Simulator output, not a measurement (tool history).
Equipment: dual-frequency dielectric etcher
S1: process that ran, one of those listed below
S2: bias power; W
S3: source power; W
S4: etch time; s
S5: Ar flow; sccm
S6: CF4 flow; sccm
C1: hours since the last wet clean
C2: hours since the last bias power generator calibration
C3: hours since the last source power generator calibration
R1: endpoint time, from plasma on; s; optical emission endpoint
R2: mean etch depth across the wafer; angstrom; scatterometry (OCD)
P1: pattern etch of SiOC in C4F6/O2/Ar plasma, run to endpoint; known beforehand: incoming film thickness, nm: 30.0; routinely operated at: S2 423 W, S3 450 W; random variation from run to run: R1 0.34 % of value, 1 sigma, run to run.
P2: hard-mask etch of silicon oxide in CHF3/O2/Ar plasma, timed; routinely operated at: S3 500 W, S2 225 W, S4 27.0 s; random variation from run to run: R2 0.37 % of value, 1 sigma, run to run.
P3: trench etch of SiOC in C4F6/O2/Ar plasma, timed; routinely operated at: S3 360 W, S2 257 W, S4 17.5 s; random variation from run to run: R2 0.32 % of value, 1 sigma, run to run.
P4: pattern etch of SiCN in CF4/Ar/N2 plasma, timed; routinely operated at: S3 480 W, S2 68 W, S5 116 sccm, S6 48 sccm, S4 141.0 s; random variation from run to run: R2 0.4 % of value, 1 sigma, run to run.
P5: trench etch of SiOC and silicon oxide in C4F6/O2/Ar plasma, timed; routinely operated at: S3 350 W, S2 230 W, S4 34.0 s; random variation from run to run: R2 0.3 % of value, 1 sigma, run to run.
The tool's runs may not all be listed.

run   hour  S1   S2   S3     S4   S5  S6     C1      C2      C3       R1       R2
  1    6.3  P1  423  450                  120.2   800.8  1951.8  10.1900
  2   12.7  P2  168  500   27.0           126.6   807.2  1958.2            484.69
  3   21.7  P5  230  210   34.0           135.6   816.2  1967.2            573.28
  4   31.0  P4   68  480  141.0  153  48  144.9   825.5  1976.5           1095.20
  5   37.6  P3  257  220   17.5           151.5   832.1  1983.1            325.34
  6   42.7  P3  257  360   17.5           156.6   837.2  1988.2            392.01
  7   50.9  P2  225  500   27.0           164.8   845.4  1996.4            533.76
  8   57.2  P2  225  610   27.0           171.1   851.7  2002.7            572.41
  9   66.5  P1  423  450                  180.4   861.0  2012.0  10.1170
 10   72.1  P1  593  450                  186.0   866.6  2017.6   8.9368
 11   77.8  P1  423  330                  191.7   872.3  2023.3  11.4200
 12   84.9  P5  155  350   34.0           198.8   879.4  2030.4            610.83
 13   93.4  P3  359  360   17.5           207.3   887.9  2038.9            442.80
 14   98.5  P5  230  350   34.0           212.4   893.0  2044.0            691.93
 15  105.2  P3  257  360   17.5           219.1   899.7  2050.7            390.74
 16  110.5  P5  230  350   34.0           224.4   905.0  2056.0            695.78
 17  119.9  P4   68  480  141.0  116  48  233.8   914.4  2065.4           1157.70
 18  130.1  P1  423  530                  244.0   924.6  2075.6   9.5632
 19  139.3  P1  260  450                  253.2   933.8  2084.8  12.0190
 20  149.0  P1  563  580                  262.9   943.5  2094.5   8.2961
 21  159.0  P4   68  480  141.0  116  60  272.9   953.5  2104.5           1210.60
 22  166.8  P3  257  360   10.5           280.7   961.3  2112.3            234.64
 23  173.1  P4   42  480  141.0  116  48  287.0   967.6  2118.6            976.08
 24  182.9  P2  225  500   18.5           296.8   977.4  2128.4            368.61
 25  188.9  P1  423  450                  302.8   983.4  2134.4  10.1370
 26  193.7  P1  423  450                  307.6   988.2  2139.2  10.1700
 27  203.9  P4   68  660  141.0  116  48  317.8   998.4  2149.4           1529.80
 28  209.0  P4   68  480   91.5  116  48  322.9  1003.5  2154.5            752.63
 29  214.7  P5  230  350   19.5           328.6  1009.2  2160.2            397.16
 30  224.2  P1  423  450                  338.1  1018.7  2169.7  10.1580
 31  233.6  P1  423  450                  347.5  1028.1  2179.1  10.1450
 32  238.8  P1  423  450                  352.7  1033.3  2184.3  10.0950
 33  244.3  P1  423  450                  358.2  1038.8  2189.8  10.0820
 34  250.1  P1  423  450                  364.0  1044.6  2195.6  10.0180
 35  260.1  P1  423  450                  374.0  1054.6  2205.6   9.9663
 36  265.0  P1  423  450                  378.9  1059.5  2210.5  10.0120
 37  275.0  P1  423  450                  388.9  1069.5  2220.5   9.9559
     282.0  -- wet clean of the chamber
 38  285.1  P1  423  450                    3.2  1079.6  2230.6  10.0160
 39  290.7  P1  423  450                    8.8  1085.2  2236.2   9.9836
 40  295.7  P1  423  450                   13.8  1090.2  2241.2  10.0140
 41  305.1  P1  423  450                   23.2  1099.6  2250.6  10.0080
 42  315.2  P1  423  450                   33.3  1109.7  2260.7  10.0080

Something has made what P1 gives creep away from where it was; the 2 causes below, each at its own stated size, fit the log equally well:
A: bias power that arrives over what is set, % = 4.88
B: source power that arrives over what is set, % = 4.76
At approximately hour 233.6, the process output began to creep.
Other possible causes, and why each is ruled out:
chamber walls in a state that raises the etch rate, %: work on it at hour 282.0, done after the drift set in, did not restore what the process gave before

Of the 4 check runs below, each run on 2 wafers with the results averaged and each result still a question mark, which one would tell the listed causes apart?
check 1  325.3  P3  257  360   17.5                            ?
check 2  325.3  P4   68  480  141.0  116  48                   ?
check 3  325.3  P5  230  350   34.0                            ?
check 4  325.3  P2  225  500   27.0                            ?

Outcome of each check run for each possible cause:
  check  result     if A     if B
check 1      R2   398.37   398.90
check 2      R2  1178.10  1205.10
check 3      R2   705.32   706.54
check 4      R2   543.80   544.09
Per check, the gap between the least separated pair of causes, taken in the result that splits them most: check 1 0.13 %; check 2 2.27 %; check 3 0.17 %; check 4 0.05 %
Of the check runs offered, only check 2 discriminates between the causes; the rest would read about the same regardless of which cause applies.

After running check 2, the following was obtained: R2 1175.70 angstrom. Which cause does this point to?

The cause is A: bias power that arrives over what is set, %.

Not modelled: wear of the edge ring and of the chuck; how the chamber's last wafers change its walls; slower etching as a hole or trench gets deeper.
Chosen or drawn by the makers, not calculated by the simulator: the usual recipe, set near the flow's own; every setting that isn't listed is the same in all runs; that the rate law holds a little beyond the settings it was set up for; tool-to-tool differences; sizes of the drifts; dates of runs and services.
